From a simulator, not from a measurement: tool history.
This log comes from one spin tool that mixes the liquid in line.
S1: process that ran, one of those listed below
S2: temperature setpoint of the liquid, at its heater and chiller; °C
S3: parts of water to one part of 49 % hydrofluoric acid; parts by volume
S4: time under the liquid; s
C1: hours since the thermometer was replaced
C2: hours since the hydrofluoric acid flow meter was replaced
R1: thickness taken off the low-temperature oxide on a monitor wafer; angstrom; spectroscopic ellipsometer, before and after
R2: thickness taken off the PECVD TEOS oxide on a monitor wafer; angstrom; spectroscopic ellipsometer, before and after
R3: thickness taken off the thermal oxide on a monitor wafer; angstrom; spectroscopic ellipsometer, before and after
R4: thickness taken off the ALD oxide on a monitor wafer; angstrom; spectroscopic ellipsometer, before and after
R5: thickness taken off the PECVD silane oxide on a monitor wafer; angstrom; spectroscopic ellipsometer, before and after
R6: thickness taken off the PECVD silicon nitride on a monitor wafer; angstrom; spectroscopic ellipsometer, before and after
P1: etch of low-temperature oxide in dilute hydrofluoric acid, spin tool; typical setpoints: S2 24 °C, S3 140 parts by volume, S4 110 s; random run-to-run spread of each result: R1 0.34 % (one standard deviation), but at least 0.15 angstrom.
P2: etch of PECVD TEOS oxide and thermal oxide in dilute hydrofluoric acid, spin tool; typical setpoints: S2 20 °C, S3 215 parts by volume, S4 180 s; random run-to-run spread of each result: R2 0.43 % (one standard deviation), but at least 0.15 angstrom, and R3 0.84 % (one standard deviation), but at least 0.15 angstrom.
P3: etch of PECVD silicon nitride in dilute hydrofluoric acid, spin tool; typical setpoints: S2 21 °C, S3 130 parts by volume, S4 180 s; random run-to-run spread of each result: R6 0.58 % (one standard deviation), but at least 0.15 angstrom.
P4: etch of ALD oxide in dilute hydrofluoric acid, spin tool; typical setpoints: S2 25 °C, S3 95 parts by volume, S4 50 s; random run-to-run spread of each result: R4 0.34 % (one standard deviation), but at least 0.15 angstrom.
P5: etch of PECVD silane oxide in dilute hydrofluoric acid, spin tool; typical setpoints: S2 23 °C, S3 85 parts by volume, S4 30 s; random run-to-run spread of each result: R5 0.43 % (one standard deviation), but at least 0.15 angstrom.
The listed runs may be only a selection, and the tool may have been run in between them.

run,day,S1,S2,S3,S4,C1,C2,R1,R2,R3,R4,R5,R6
1,0.375,P1,24,140,110,274.9,860.5,183.62,,,,,
2,0.629,P2,25,215,180,281,866.6,,100.19,36.999,,,
3,1.133,P4,25,95,80,293.1,878.7,,,,193.82,,
4,1.45,P1,17,140,110,300.7,886.3,138.76,,,,,
5,1.746,P2,20,215,180,307.8,893.4,,82.966,30.633,,,
6,2.008,P1,24,140,110,314.1,899.7,183.75,,,,,
7,2.333,P1,20.5,240,110,321.9,907.5,84.168,,,,,
8,2.65,P1,30.5,140,110,329.5,915.1,234.31,,,,,
9,3.167,P5,23,85,15,341.9,927.5,,,,,47.347,
10,3.4,P1,24,140,110,347.5,933.1,183.21,,,,,
11,3.721,P1,24,140,110,355.2,940.8,184.8,,,,,
12,4.133,P2,20,215,45,365.1,950.7,,20.928,7.6141,,,
13,4.417,P4,17,95,50,371.9,957.5,,,,87.114,,
14,4.812,P1,24,140,110,381.4,967,183.15,,,,,
15,5.042,P5,23,85,30,386.9,972.5,,,,,95.631,
16,5.354,P3,21,130,265,394.4,980,,,,,,51.484
17,5.646,P3,17,130,180,401.4,987,,,,,,26.939
18,6.15,P3,21,215,180,413.5,999.1,,,,,,21.17
19,6.529,P1,24,140,45,422.6,1008.2,74.536,,,,,
20,6.854,P4,25,140,50,430.4,1016,,,,77.24,,
21,7.196,P1,24,210,110,438.6,1024.2,113.2,,,,,
22,7.612,P1,24,140,205,448.6,1034.2,344.16,,,,,
23,7.971,P3,21,130,180,457.2,1042.8,,,,,,34.949
24,8.221,P5,23,135,30,463.2,1048.8,,,,,56.729,
25,8.633,P5,23,85,30,473.1,1058.7,,,,,96.352,
26,8.892,P2,20,215,180,479.3,1064.9,,82.694,30.195,,,
27,9.4,P1,24,140,110,491.5,1077.1,183.95,,,,,
28,9.842,P5,30.5,85,30,502.1,1087.7,,,,,127.63,
29,10.304,P1,24,65,110,513.2,1098.8,435.46,,,,,
30,10.704,P2,20,85,180,522.8,1108.4,,240.59,89.653,,,
31,11.196,P4,25,95,50,534.6,1120.2,,,,120.87,,
32,11.592,P1,24,140,110,544.1,1129.7,184.16,,,,,
33,11.829,P1,24,140,110,549.8,1135.4,189.39,,,,,
34,12.058,P1,24,140,110,555.3,1140.9,192.41,,,,,
35,12.346,P1,24,140,110,562.2,1147.8,194.94,,,,,
36,12.708,P1,24,140,110,570.9,1156.5,197.81,,,,,
37,13.004,P1,24,140,110,578,1163.6,197.49,,,,,
38,13.392,P1,24,140,110,587.3,1172.9,198.16,,,,,
39,13.825,P1,24,140,110,597.7,1183.3,198.48,,,,,

What P1 gives has crept away from where it was. These 2 causes fit the log equally well, each at the size given:
A: hydrofluoric acid flow above the setpoint (%) = 7.44
B: liquid hotter than its thermometer reads (K) = 2.19
The onset of the drift is placed at about day 11.592.

Of the 4 check runs listed below, each run on one wafer and each result written as a question mark, which would let you distinguish the listed causes because they would give clearly different results?
check 1,14.258,P4,25,95,50,,,,,,?,,
check 2,14.258,P2,20,215,180,,,,?,?,,,
check 3,14.258,P3,21,130,180,,,,,,,,?
check 4,14.258,P5,23,85,30,,,,,,,?,

What each check would give under each cause:
check,result,if A,if B
check 1,R4,131,131.7
check 2,R2,90.336,90.025
check 2,R3,33.52,33.404
check 3,R6,37.671,40.588
check 4,R5,103.42,104.31
Minimum pairwise separation of causes per check, each pair taken at its best-separating result: check 1 0.53 %; check 2 0.35 %; check 3 7.46 %; check 4 0.86 %
Check 3 tells the causes apart: in the others they would give nearly the same result.

The results of check 3 are: R6 40.67 angstrom. Based on these, which of the listed causes is it?

B is the cause: liquid hotter than its thermometer reads (K).
